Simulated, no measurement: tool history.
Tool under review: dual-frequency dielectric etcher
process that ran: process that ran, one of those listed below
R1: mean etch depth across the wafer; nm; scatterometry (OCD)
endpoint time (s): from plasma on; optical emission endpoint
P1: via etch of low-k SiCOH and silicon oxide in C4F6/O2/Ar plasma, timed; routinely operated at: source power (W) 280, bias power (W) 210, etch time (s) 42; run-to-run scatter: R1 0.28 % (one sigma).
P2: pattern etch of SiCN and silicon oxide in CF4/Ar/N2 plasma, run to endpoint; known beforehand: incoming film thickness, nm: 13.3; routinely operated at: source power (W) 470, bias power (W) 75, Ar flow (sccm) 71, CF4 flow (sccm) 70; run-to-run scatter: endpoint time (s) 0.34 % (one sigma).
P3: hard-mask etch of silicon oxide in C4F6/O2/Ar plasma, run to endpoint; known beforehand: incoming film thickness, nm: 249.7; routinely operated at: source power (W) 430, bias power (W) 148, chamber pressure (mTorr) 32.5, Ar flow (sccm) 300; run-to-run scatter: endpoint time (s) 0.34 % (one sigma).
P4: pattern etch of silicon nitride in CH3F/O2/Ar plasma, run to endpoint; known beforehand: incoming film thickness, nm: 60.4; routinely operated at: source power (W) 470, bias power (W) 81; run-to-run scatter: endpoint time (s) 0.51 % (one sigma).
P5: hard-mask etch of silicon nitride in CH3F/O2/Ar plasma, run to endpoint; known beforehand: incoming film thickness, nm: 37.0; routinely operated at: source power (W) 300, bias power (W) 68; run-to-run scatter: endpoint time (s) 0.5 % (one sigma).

Run 1, day 0.325: process that ran P1, source power (W) 280, bias power (W) 210, etch time (s) 42. Result: R1 90.614 nm.
Run 2, day 0.650: process that ran P1, source power (W) 280, bias power (W) 210, etch time (s) 52. Result: R1 111.770 nm.
Run 3, day 1.362: process that ran P3, source power (W) 430, bias power (W) 148, chamber pressure (mTorr) 32.5, Ar flow (sccm) 300. Result: endpoint time (s) 80.287.
Run 4, day 1.896: process that ran P4, source power (W) 470, bias power (W) 111. Result: endpoint time (s) 70.746.
Run 5, day 2.354: process that ran P1, source power (W) 350, bias power (W) 166, etch time (s) 42. Result: R1 91.392 nm.
Run 6, day 2.888: process that ran P1, source power (W) 280, bias power (W) 281, etch time (s) 42. Result: R1 99.487 nm.
Run 7, day 3.550: process that ran P5, source power (W) 300, bias power (W) 68. Result: endpoint time (s) 59.930.
Run 8, day 4.242: process that ran P1, source power (W) 180, bias power (W) 210, etch time (s) 42. Result: R1 76.707 nm.
Run 9, day 4.904: process that ran P4, source power (W) 650, bias power (W) 81. Result: endpoint time (s) 69.420.
Run 10, day 5.371: process that ran P5, source power (W) 300, bias power (W) 41. Result: endpoint time (s) 70.551.
Run 11, day 5.958: process that ran P1, source power (W) 280, bias power (W) 132, etch time (s) 42. Result: R1 78.368 nm.
Run 12, day 6.567: process that ran P5, source power (W) 300, bias power (W) 68. Result: endpoint time (s) 59.548.
Run 13, day 6.896: process that ran P1, source power (W) 280, bias power (W) 210, etch time (s) 42. Result: R1 90.357 nm.
Run 14, day 7.583: process that ran P3, source power (W) 530, bias power (W) 148, chamber pressure (mTorr) 32.5, Ar flow (sccm) 300. Result: endpoint time (s) 74.613.
Run 15, day 8.283: process that ran P3, source power (W) 430, bias power (W) 148, chamber pressure (mTorr) 32.5, Ar flow (sccm) 187. Result: endpoint time (s) 76.171.
Run 16, day 8.912: process that ran P5, source power (W) 210, bias power (W) 68. Result: endpoint time (s) 67.866.
Run 17, day 9.588: process that ran P2, source power (W) 470, bias power (W) 49, Ar flow (sccm) 71, CF4 flow (sccm) 70. Result: endpoint time (s) 15.369.
Run 18, day 10.192: process that ran P1, source power (W) 280, bias power (W) 210, etch time (s) 23. Result: R1 49.449 nm.
Run 19, day 10.788: process that ran P2, source power (W) 470, bias power (W) 75, Ar flow (sccm) 42, CF4 flow (sccm) 70. Result: endpoint time (s) 12.669.
Run 20, day 11.325: process that ran P1, source power (W) 280, bias power (W) 210, etch time (s) 42. Result: R1 90.611 nm.
Run 21, day 11.929: process that ran P1, source power (W) 280, bias power (W) 210, etch time (s) 42. Result: R1 90.365 nm.
Run 22, day 12.425: process that ran P4, source power (W) 470, bias power (W) 81. Result: endpoint time (s) 79.722.
Run 23, day 12.904: process that ran P3, source power (W) 430, bias power (W) 148, chamber pressure (mTorr) 41.5, Ar flow (sccm) 300. Result: endpoint time (s) 83.311.
Run 24, day 13.429: process that ran P1, source power (W) 340, bias power (W) 210, etch time (s) 42. Result: R1 97.292 nm.
Run 25, day 13.783: process that ran P2, source power (W) 270, bias power (W) 75, Ar flow (sccm) 71, CF4 flow (sccm) 70. Result: endpoint time (s) 22.086.
Run 26, day 14.288: process that ran P4, source power (W) 470, bias power (W) 81. Result: endpoint time (s) 78.839.
Run 27, day 14.867: process that ran P2, source power (W) 470, bias power (W) 75, Ar flow (sccm) 71, CF4 flow (sccm) 88. Result: endpoint time (s) 13.149.
Run 28, day 15.471: process that ran P1, source power (W) 280, bias power (W) 210, etch time (s) 42. Result: R1 90.183 nm.
Run 29, day 15.817: process that ran P2, source power (W) 470, bias power (W) 75, Ar flow (sccm) 71, CF4 flow (sccm) 70. Result: endpoint time (s) 13.450.
Run 30, day 16.242: process that ran P3, source power (W) 430, bias power (W) 91, chamber pressure (mTorr) 32.5, Ar flow (sccm) 300. Result: endpoint time (s) 92.775.
Run 31, day 16.725: process that ran P1, source power (W) 280, bias power (W) 210, etch time (s) 42. Result: R1 90.544 nm.
Run 32, day 17.100: process that ran P1, source power (W) 280, bias power (W) 210, etch time (s) 42. Result: R1 89.601 nm.
Run 33, day 17.504: process that ran P1, source power (W) 280, bias power (W) 210, etch time (s) 42. Result: R1 90.278 nm.
Run 34, day 18.229: process that ran P1, source power (W) 280, bias power (W) 210, etch time (s) 42. Result: R1 89.037 nm.
At day 18.292: wet clean of the chamber.
Run 35, day 18.808: process that ran P1, source power (W) 280, bias power (W) 210, etch time (s) 42. Result: R1 89.044 nm.
Run 36, day 19.175: process that ran P1, source power (W) 280, bias power (W) 210, etch time (s) 42. Result: R1 88.482 nm.
Run 37, day 19.829: process that ran P1, source power (W) 280, bias power (W) 210, etch time (s) 42. Result: R1 88.884 nm.
Run 38, day 20.321: process that ran P1, source power (W) 280, bias power (W) 210, etch time (s) 42. Result: R1 89.278 nm.
Run 39, day 20.971: process that ran P1, source power (W) 280, bias power (W) 210, etch time (s) 42. Result: R1 88.850 nm.

The output of P1 has drifted from where it used to be. Each of the 2 causes below, taken at the size shown beside it, accounts for the log equally well:
A: bias power that arrives under what is set, % = 4.58
B: source power that arrives under what is set, % = 4
Onset of the creep was near day 16.725.
Excluded causes, each with its reason:
chamber walls in a state that lowers the etch rate, %: serviced at day 18.292, which brought nothing back

Below are 4 check runs, each averaged over 2 wafers, with their results shown as question marks. Which of them would give clearly different results depending on which cause is behind the drift?
Run check 1, day 21.621: process that ran P3, source power (W) 430, bias power (W) 94, chamber pressure (mTorr) 32.5, Ar flow (sccm) 256. Result: endpoint time (s) ?.
Run check 2, day 21.621: process that ran P5, source power (W) 300, bias power (W) 42. Result: endpoint time (s) ?.
Run check 3, day 21.621: process that ran P2, source power (W) 470, bias power (W) 53, Ar flow (sccm) 71, CF4 flow (sccm) 70. Result: endpoint time (s) ?.
Run check 4, day 21.621: process that ran P4, source power (W) 620, bias power (W) 111. Result: endpoint time (s) ?.

Predicted outcomes, by check and by cause:
  check             result    if A    if B
check 1  endpoint time (s)  91.297  91.682
check 2  endpoint time (s)  71.026  71.147
check 3  endpoint time (s)  15.234  15.585
check 4  endpoint time (s)  65.004  64.891
Gap, in per cent, between the two causes that each check separates least, read from the result that separates them most: check 1 0.42 %; check 2 0.17 %; check 3 2.28 %; check 4 0.17 %
The other checks would show nearly matching results whichever cause is true, so check 3 is the only one that separates the causes.

Check 3 was then run and gave: endpoint time (s) 15.500. Which cause is it?

B is the cause: source power that arrives under what is set, %.

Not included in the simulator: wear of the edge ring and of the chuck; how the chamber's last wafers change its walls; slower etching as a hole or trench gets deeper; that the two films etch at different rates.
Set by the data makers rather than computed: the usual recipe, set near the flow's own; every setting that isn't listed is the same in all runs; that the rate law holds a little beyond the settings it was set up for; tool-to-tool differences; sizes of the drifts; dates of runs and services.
